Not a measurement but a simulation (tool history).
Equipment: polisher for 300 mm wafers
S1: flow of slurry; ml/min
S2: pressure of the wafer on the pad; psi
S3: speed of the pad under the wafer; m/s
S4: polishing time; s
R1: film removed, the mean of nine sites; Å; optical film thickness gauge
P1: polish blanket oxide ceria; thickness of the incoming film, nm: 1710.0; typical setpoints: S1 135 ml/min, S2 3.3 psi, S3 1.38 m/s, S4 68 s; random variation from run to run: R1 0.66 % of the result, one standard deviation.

{"run": 1, "hour": 10.7, "S1": 135, "S2": 3.3, "S3": 1.38, "S4": 68, "R1": 4144.6}
{"run": 2, "hour": 27.9, "S1": 200, "S2": 3.3, "S3": 1.38, "S4": 35, "R1": 2254.8}
{"run": 3, "hour": 40.4, "S1": 135, "S2": 3.3, "S3": 1.38, "S4": 31, "R1": 1887.1}
{"run": 4, "hour": 54.6, "S1": 135, "S2": 3.3, "S3": 1.38, "S4": 68, "R1": 4116.2}
{"run": 5, "hour": 63.6, "S1": 135, "S2": 3.3, "S3": 1.38, "S4": 68, "R1": 4078.9}
{"run": 6, "hour": 80.7, "S1": 135, "S2": 3.3, "S3": 1.38, "S4": 68, "R1": 4087.5}
{"run": 7, "hour": 96.5, "S1": 135, "S2": 3.3, "S3": 1.38, "S4": 68, "R1": 4136.3}
{"run": 8, "hour": 113.4, "S1": 135, "S2": 3.3, "S3": 0.72, "S4": 68, "R1": 2132.7}
{"run": 9, "hour": 121.1, "S1": 205, "S2": 3.3, "S3": 1.38, "S4": 68, "R1": 4360.2}
{"run": 10, "hour": 130.9, "S1": 135, "S2": 1.5, "S3": 1.38, "S4": 68, "R1": 1879.4}
{"run": 11, "hour": 139.3, "S1": 135, "S2": 2.3, "S3": 1.38, "S4": 41, "R1": 1720.1}
{"run": 12, "hour": 154.6, "S1": 135, "S2": 3.3, "S3": 1.38, "S4": 68, "R1": 4060.3}
{"run": 13, "hour": 171.4, "S1": 135, "S2": 3.3, "S3": 1.38, "S4": 100, "R1": 6102.7}
{"run": 14, "hour": 188.5, "S1": 135, "S2": 5.1, "S3": 1.38, "S4": 68, "R1": 6419}
{"run": 15, "hour": 204.0, "S1": 100, "S2": 3.3, "S3": 1.38, "S4": 68, "R1": 3823.3}
{"run": 16, "hour": 220.8, "S1": 175, "S2": 4.2, "S3": 1.38, "S4": 68, "R1": 5497.4}
{"run": 17, "hour": 229.5, "S1": 135, "S2": 3.3, "S3": 2.1, "S4": 68, "R1": 6226.4}
{"run": 18, "hour": 239.8, "S1": 135, "S2": 3.3, "S3": 1.38, "S4": 68, "R1": 4152.8}
{"run": 19, "hour": 256.4, "S1": 135, "S2": 3.3, "S3": 1.38, "S4": 68, "R1": 3881.6}
{"run": 20, "hour": 273.2, "S1": 135, "S2": 3.3, "S3": 1.38, "S4": 68, "R1": 3814.5}
{"run": 21, "hour": 289.1, "S1": 135, "S2": 3.3, "S3": 1.38, "S4": 68, "R1": 3793}
{"run": 22, "hour": 300.5, "S1": 135, "S2": 3.3, "S3": 1.38, "S4": 68, "R1": 3710.3}
{"hour": 306.0, "done": "worn pad replaced by a new one"}
{"run": 23, "hour": 314.5, "S1": 135, "S2": 3.3, "S3": 1.38, "S4": 68, "R1": 3689.7}
{"run": 24, "hour": 328.1, "S1": 135, "S2": 3.3, "S3": 1.38, "S4": 68, "R1": 3651.2}
{"run": 25, "hour": 335.7, "S1": 135, "S2": 3.3, "S3": 1.38, "S4": 68, "R1": 3738.3}

P1 no longer gives what it gave before; its output has crept away from where it was. The following 2 causes, each at its listed size, fit the log equally well:
A: head's pressure below its setpoint, % = 9.97
B: slurry flow missing at the pad, % = 36.2
The onset of the drift is placed at about hour 239.8.
Ruled out, with reasons:
removal rate lost through wear of the pad, %: serviced after onset, at hour 306, with no recovery of the prior output

Which of the 4 check runs listed below, each an average over 3 wafers with its results shown as question marks, gives clearly different results under the different listed causes?
{"run": "check 1", "hour": 343.3, "S1": 135, "S2": 4, "S3": 1.98, "S4": 68, "R1": "?"}
{"run": "check 2", "hour": 343.3, "S1": 135, "S2": 3.3, "S3": 1.1, "S4": 68, "R1": "?"}
{"run": "check 3", "hour": 343.3, "S1": 135, "S2": 1.6, "S3": 1.38, "S4": 38, "R1": "?"}
{"run": "check 4", "hour": 343.3, "S1": 195, "S2": 3.3, "S3": 0.8, "S4": 68, "R1": "?"}

Expected result of each check under each candidate cause:
check=check_1 result=R1 if_A=6426.3 if_B=6425.4
check=check_2 result=R1 if_A=2945.4 if_B=2945
check=check_3 result=R1 if_A=1001.2 if_B=1001
check=check_4 result=R1 if_A=2272.7 if_B=2341.3
How far apart the two closest causes lie, in the result that separates them most: check 1 0.01 %; check 2 0.01 %; check 3 0.01 %; check 4 2.97 %
Check 4 is the one run that separates the causes; every other check would come out nearly the same whichever cause is at work.

Running check 4 produced the following: R1 2261.4 Å. Which one of the listed causes fits?

The correct cause is A, namely: head's pressure below its setpoint, %.

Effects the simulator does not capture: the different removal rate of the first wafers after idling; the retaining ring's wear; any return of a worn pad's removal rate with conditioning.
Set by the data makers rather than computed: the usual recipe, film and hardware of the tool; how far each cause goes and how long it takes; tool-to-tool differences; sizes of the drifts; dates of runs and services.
